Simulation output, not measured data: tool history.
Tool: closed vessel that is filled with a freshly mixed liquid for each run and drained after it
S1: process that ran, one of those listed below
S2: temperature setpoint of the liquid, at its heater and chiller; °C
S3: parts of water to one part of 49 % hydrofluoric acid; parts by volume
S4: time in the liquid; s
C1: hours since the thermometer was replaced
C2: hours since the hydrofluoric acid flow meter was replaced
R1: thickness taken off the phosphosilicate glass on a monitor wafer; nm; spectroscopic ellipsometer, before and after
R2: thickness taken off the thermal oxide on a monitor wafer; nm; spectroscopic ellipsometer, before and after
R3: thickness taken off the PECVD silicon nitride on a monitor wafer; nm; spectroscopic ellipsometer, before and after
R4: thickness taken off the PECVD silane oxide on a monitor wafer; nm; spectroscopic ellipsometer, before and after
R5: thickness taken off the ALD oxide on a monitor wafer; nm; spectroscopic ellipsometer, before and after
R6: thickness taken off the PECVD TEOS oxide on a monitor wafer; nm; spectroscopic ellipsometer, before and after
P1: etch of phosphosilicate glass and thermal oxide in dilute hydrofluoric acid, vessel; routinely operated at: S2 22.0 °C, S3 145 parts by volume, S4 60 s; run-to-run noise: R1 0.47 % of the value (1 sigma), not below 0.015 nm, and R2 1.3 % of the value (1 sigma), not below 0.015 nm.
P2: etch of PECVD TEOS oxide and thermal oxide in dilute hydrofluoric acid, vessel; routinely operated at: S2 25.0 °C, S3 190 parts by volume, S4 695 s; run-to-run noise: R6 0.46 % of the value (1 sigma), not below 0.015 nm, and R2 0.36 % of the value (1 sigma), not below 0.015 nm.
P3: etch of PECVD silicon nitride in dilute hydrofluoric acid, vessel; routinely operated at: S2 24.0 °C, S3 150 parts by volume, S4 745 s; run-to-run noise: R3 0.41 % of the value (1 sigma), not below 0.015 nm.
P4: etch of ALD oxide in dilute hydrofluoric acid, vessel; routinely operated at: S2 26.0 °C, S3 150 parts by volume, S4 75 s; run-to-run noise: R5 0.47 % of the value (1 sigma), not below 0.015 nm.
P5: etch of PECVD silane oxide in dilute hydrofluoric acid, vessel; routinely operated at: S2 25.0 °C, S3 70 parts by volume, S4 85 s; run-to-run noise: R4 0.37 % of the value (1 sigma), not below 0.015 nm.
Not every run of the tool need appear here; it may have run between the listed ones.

| run | hour | S1 | S2 | S3 | S4 | C1 | C2 | R1 | R2 | R3 | R4 | R5 | R6 |
|---|---|---|---|---|---|---|---|---|---|---|---|---|---|
| 1 | 8.7 | P1 | 22.0 | 145 | 60 | 546.4 | 291.7 | 45.365 | 1.66780 |  |  |  |  |
| 2 | 14.9 | P1 | 22.0 | 145 | 60 | 552.6 | 297.9 | 45.151 | 1.65700 |  |  |  |  |
| 3 | 23.9 | P3 | 24.0 | 210 | 745 | 561.6 | 306.9 |  |  | 10.2590 |  |  |  |
| 4 | 29.9 | P1 | 22.0 | 90 | 30 | 567.6 | 312.9 | 38.933 | 1.43600 |  |  |  |  |
| 5 | 38.0 | P5 | 25.0 | 70 | 85 | 575.7 | 321.0 |  |  |  | 28.603 |  |  |
| 6 | 43.5 | P5 | 25.0 | 125 | 85 | 581.2 | 326.5 |  |  |  | 14.975 |  |  |
| 7 | 51.6 | P4 | 26.0 | 150 | 75 | 589.3 | 334.6 |  |  |  |  | 9.1265 |  |
| 8 | 58.5 | P3 | 24.0 | 150 | 745 | 596.2 | 341.5 |  |  | 14.3410 |  |  |  |
| 9 | 68.4 | P2 | 31.5 | 190 | 695 | 606.1 | 351.4 |  | 19.84800 |  |  |  | 36.863 |
| 10 | 79.0 | P5 | 25.0 | 70 | 30 | 616.7 | 362.0 |  |  |  | 10.102 |  |  |
| 11 | 88.4 | P1 | 22.0 | 145 | 60 | 626.1 | 371.4 | 45.419 | 1.69840 |  |  |  |  |
| 12 | 98.3 | P2 | 25.0 | 190 | 1255 | 636.0 | 381.3 |  | 28.44800 |  |  |  | 52.981 |
| 13 | 105.7 | P5 | 25.0 | 70 | 85 | 643.4 | 388.7 |  |  |  | 28.373 |  |  |
| 14 | 111.2 | P1 | 22.0 | 145 | 100 | 648.9 | 394.2 | 75.979 | 2.79780 |  |  |  |  |
| 15 | 120.7 | P4 | 26.0 | 150 | 75 | 658.4 | 403.7 |  |  |  |  | 9.1037 |  |
| 16 | 131.2 | P4 | 20.0 | 150 | 75 | 668.9 | 414.2 |  |  |  |  | 7.2508 |  |
| 17 | 141.7 | P2 | 25.0 | 190 | 695 | 679.4 | 424.7 |  | 15.75700 |  |  |  | 29.179 |
| 18 | 152.4 | P3 | 32.0 | 150 | 745 | 690.1 | 435.4 |  |  | 23.7590 |  |  |  |
| 19 | 160.2 | P3 | 24.0 | 150 | 745 | 697.9 | 443.2 |  |  | 14.4550 |  |  |  |
| 20 | 165.8 | P2 | 25.0 | 190 | 695 | 703.5 | 448.8 |  | 15.86500 |  |  |  | 29.328 |
| 21 | 176.4 | P5 | 28.5 | 70 | 85 | 714.1 | 459.4 |  |  |  | 32.736 |  |  |
| 22 | 184.6 | P4 | 26.0 | 150 | 140 | 722.3 | 467.6 |  |  |  |  | 16.9230 |  |
| 23 | 193.0 | P1 | 22.0 | 145 | 35 | 730.7 | 476.0 | 26.525 | 0.98603 |  |  |  |  |
| 24 | 203.4 | P1 | 27.5 | 145 | 60 | 741.1 | 486.4 | 56.229 | 2.09850 |  |  |  |  |
| 25 | 211.3 | P2 | 25.0 | 55 | 695 | 749.0 | 494.3 |  | 64.30500 |  |  |  | 119.350 |
| 26 | 218.0 | P1 | 17.0 | 145 | 60 | 755.7 | 501.0 | 37.501 | 1.34620 |  |  |  |  |
| 27 | 227.0 | P3 | 24.0 | 150 | 155 | 764.7 | 510.0 |  |  | 3.0293 |  |  |  |
| 28 | 233.0 | P1 | 22.0 | 145 | 60 | 770.7 | 516.0 | 45.382 | 1.71710 |  |  |  |  |
| 29 | 239.3 | P1 | 22.0 | 220 | 60 | 777.0 | 522.3 | 27.746 | 0.99259 |  |  |  |  |
| 30 | 249.4 | P1 | 22.0 | 75 | 60 | 787.1 | 532.4 | 95.191 | 3.53730 |  |  |  |  |
| 31 | 255.2 | P1 | 22.0 | 145 | 60 | 792.9 | 538.2 | 45.365 | 1.69350 |  |  |  |  |
| 32 | 261.6 | P1 | 22.0 | 145 | 60 | 799.3 | 544.6 | 45.612 | 1.70180 |  |  |  |  |
| 33 | 267.9 | P4 | 26.0 | 260 | 75 | 805.6 | 550.9 |  |  |  |  | 4.6464 |  |
| 34 | 276.8 | P1 | 22.0 | 145 | 60 | 814.5 | 559.8 | 45.184 | 1.67590 |  |  |  |  |
| 35 | 284.4 | P1 | 22.0 | 145 | 60 | 822.1 | 567.4 | 44.179 | 1.62130 |  |  |  |  |
| 36 | 294.5 | P1 | 22.0 | 145 | 60 | 832.2 | 577.5 | 42.904 | 1.61750 |  |  |  |  |
| 37 | 304.4 | P1 | 22.0 | 145 | 60 | 842.1 | 587.4 | 42.519 | 1.56520 |  |  |  |  |
| 38 | 312.9 | P1 | 22.0 | 145 | 60 | 850.6 | 595.9 | 42.193 | 1.53100 |  |  |  |  |
| 39 | 318.0 | P1 | 22.0 | 145 | 60 | 855.7 | 601.0 | 42.212 | 1.59650 |  |  |  |  |
| 40 | 326.0 | P1 | 22.0 | 145 | 60 | 863.7 | 609.0 | 42.281 | 1.58960 |  |  |  |  |

The log shows P1 creeping away from where it was. Any of the 2 causes listed here, at the size stated for it, fits the log just as well as the others:
A: hydrofluoric acid flow below the setpoint (%) = 5.9
B: liquid colder than its thermometer reads (K) = 1.8
The process output started creeping at around hour 276.8.

4 check runs are offered, one wafer each, their results left as question marks. Which one tells the causes apart?
| check 1 | 334.0 | P4 | 22.0 | 215 | 75 |  |  |  |  |  |  | ? |  |
| check 2 | 334.0 | P2 | 25.0 | 90 | 1145 |  |  |  | ? |  |  |  | ? |
| check 3 | 334.0 | P3 | 24.0 | 150 | 190 |  |  |  |  | ? |  |  |  |
| check 4 | 334.0 | P5 | 28.0 | 70 | 30 |  |  |  |  |  | ? |  |  |

What each check would give under each cause:
| check | result | if A | if B |
|---|---|---|---|
| check 1 | R5 | 4.7198 | 4.7495 |
| check 2 | R2 | 57.80300 | 57.58200 |
| check 2 | R6 | 107.250 | 106.840 |
| check 3 | R3 | 3.4574 | 3.2662 |
| check 4 | R4 | 10.586 | 10.544 |
Per-check spread between the two closest causes, in the result where they differ most: check 1 0.63 %; check 2 0.38 %; check 3 5.69 %; check 4 0.4 %
Of the check runs offered, only check 3 discriminates between the causes; the rest would read about the same regardless of which cause applies.

Check 3 has now been run. It gave: R3 3.4623 nm. Which of the candidate causes is it?

It was cause A: hydrofluoric acid flow below the setpoint (%).
